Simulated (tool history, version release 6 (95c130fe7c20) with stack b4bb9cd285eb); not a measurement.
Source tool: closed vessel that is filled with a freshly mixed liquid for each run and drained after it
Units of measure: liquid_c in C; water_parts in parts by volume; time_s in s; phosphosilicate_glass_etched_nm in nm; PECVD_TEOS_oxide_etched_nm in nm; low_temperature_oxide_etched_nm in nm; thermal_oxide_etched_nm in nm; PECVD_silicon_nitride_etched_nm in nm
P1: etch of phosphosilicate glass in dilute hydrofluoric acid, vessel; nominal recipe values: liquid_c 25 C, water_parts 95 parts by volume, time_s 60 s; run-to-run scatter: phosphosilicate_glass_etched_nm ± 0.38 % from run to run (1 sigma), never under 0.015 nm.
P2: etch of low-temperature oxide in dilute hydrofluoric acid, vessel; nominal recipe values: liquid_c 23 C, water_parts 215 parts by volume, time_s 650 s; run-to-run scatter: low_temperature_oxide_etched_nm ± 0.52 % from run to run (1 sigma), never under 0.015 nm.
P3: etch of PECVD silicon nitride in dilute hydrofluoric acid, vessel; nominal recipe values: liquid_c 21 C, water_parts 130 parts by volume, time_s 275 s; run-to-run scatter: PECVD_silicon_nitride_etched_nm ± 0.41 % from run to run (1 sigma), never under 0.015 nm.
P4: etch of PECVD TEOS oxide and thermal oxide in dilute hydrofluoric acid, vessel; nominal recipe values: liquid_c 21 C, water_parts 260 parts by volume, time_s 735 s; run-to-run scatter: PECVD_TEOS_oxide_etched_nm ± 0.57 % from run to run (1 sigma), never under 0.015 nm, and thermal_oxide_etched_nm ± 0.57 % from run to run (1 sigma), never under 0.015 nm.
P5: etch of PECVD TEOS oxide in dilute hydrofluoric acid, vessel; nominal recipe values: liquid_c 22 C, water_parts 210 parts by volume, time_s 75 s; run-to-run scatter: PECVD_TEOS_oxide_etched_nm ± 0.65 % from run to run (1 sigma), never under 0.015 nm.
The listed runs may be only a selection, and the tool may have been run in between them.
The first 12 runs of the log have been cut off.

run   hour  process  liquid_c  water_parts  time_s  hours since the thermometer was replaced  hours since the hydrofluoric acid flow meter was replaced  phosphosilicate_glass_etched_nm  PECVD_TEOS_oxide_etched_nm  low_temperature_oxide_etched_nm  thermal_oxide_etched_nm  PECVD_silicon_nitride_etched_nm
 13  168.4       P1        25           95      60                                     570.8                                                        668                           112.74
 14  180.6       P1        25           95      60                                       583                                                      680.2                           112.61
 15    190       P1        25           95      60                                     592.4                                                      689.6                           113.41
 16  201.6       P3        21          130     425                                       604                                                      701.2                                                                                                                                                  7.7366
 17  214.4       P1        25           20      60                                     616.8                                                        714                           593.09
 18  232.8       P3        21          130     275                                     635.2                                                      732.4                                                                                                                                                  4.9887
 19  245.7       P1        25           20      30                                     648.1                                                      745.3                           296.75
 20  258.9       P1        19           95      60                                     661.3                                                      758.5                           88.062
 21  273.6       P3        21          200     275                                       676                                                      773.2                                                                                                                                                  3.2849
 22  288.2       P2        23          215     650                                     690.6                                                      787.8                                                                                        53.196
 23  301.5       P1      28.5           95      30                                     703.9                                                      801.1                           64.731
 24  309.6       P1        25          165      60                                       712                                                      809.2                           59.903
 25  318.5       P2        18          215     650                                     720.9                                                      818.1                                                                                        44.158
 26  332.2       P1        25           95     115                                     734.6                                                      831.8                           217.21
 27  345.2       P3      25.5          130     275                                     747.6                                                      844.8                                                                                                                                                  6.7228
 28  354.4       P5        17          210      75                                     756.8                                                        854                                                       3.9354
 29  367.5       P1      21.5           95      85                                     769.9                                                      867.1                           139.65
 30  377.2       P2        23           75     650                                     779.6                                                      876.8                                                                                        179.32
 31    389       P5        22          210      30                                     791.4                                                      888.6                                                       1.9003
 32  397.1       P1        25           95      60                                     799.5                                                      896.7                           113.13
 33  413.7       P4        21           80     735                                     816.1                                                      913.3                                                       156.13                                                    39.272

For run 34, what comes out?
 34  428.6       P1        25           95      60                                       831                                                      928.2                                ?

phosphosilicate_glass_etched_nm: 112.16 nm

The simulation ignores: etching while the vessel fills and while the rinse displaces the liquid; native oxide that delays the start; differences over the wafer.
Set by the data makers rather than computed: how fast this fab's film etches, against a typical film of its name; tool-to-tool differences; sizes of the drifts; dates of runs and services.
